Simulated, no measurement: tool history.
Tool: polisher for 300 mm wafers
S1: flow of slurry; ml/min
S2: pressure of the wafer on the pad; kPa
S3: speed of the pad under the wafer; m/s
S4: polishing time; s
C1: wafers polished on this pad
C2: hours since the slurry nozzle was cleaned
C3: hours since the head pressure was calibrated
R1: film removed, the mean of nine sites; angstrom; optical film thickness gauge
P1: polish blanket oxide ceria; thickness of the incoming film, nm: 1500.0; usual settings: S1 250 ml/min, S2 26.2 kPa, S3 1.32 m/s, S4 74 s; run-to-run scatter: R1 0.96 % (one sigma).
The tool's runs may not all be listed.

run 1 hour=8.9 | S1=250 S2=26.2 S3=1.32 S4=74 | C1=405 C2=342.7 C3=162.5 | R1=5542.3
run 2 hour=17.3 | S1=250 S2=26.2 S3=0.68 S4=74 | C1=474 C2=351.1 C3=170.9 | R1=2864.3
run 3 hour=29.2 | S1=335 S2=26.2 S3=0.74 S4=74 | C1=572 C2=363 C3=182.8 | R1=3171.8
run 4 hour=37.8 | S1=250 S2=26.2 S3=1.96 S4=74 | C1=643 C2=371.6 C3=191.4 | R1=8308.8
run 5 hour=49.2 | S1=335 S2=26.2 S3=1.32 S4=74 | C1=737 C2=383 C3=202.8 | R1=5811.9
run 6 hour=61.5 | S1=250 S2=38.6 S3=1.32 S4=74 | C1=838 C2=395.3 C3=215.1 | R1=8363.4
run 7 hour=69 | S1=250 S2=26.2 S3=1.32 S4=74 | C1=900 C2=402.8 C3=222.6 | R1=5591.5
run 8 hour=77.4 | S1=150 S2=26.2 S3=1.32 S4=74 | C1=969 C2=411.2 C3=231 | R1=5155
run 9 hour=91.6 | S1=250 S2=32.4 S3=2.06 S4=74 | C1=1086 C2=425.4 C3=245.2 | R1=10907
run 10 hour=98.8 | S1=250 S2=26.2 S3=1.32 S4=74 | C1=1145 C2=432.6 C3=252.4 | R1=5570.6
run 11 hour=109.1 | S1=250 S2=26.2 S3=1.32 S4=74 | C1=1230 C2=442.9 C3=262.7 | R1=5523.6
run 12 hour=118.1 | S1=250 S2=13.1 S3=1.32 S4=74 | C1=1304 C2=451.9 C3=271.7 | R1=2781.7
run 13 hour=128.6 | S1=320 S2=26.2 S3=1.32 S4=112 | C1=1390 C2=462.4 C3=282.2 | R1=8641.1
run 14 hour=142.4 | S1=250 S2=26.2 S3=1.32 S4=37 | C1=1503 C2=476.2 C3=296 | R1=2745.5
run 15 hour=152.3 | S1=250 S2=26.2 S3=1.32 S4=74 | C1=1585 C2=486.1 C3=305.9 | R1=5712.2
run 16 hour=161.7 | S1=250 S2=26.2 S3=1.32 S4=98 | C1=1662 C2=495.5 C3=315.3 | R1=7387.3
run 17 hour=176.7 | S1=250 S2=26.2 S3=1.32 S4=74 | C1=1786 C2=510.5 C3=330.3 | R1=5552
run 18 hour=186.1 | S1=250 S2=26.2 S3=1.32 S4=74 | C1=1863 C2=519.9 C3=339.7 | R1=5553.9

The next listed run, before its measurement:
run 19 hour=195.8 | S1=250 S2=26.2 S3=1.32 S4=74 | C1=1943 C2=529.6 C3=349.4 | R1=?

R1: 5420.5 angstrom

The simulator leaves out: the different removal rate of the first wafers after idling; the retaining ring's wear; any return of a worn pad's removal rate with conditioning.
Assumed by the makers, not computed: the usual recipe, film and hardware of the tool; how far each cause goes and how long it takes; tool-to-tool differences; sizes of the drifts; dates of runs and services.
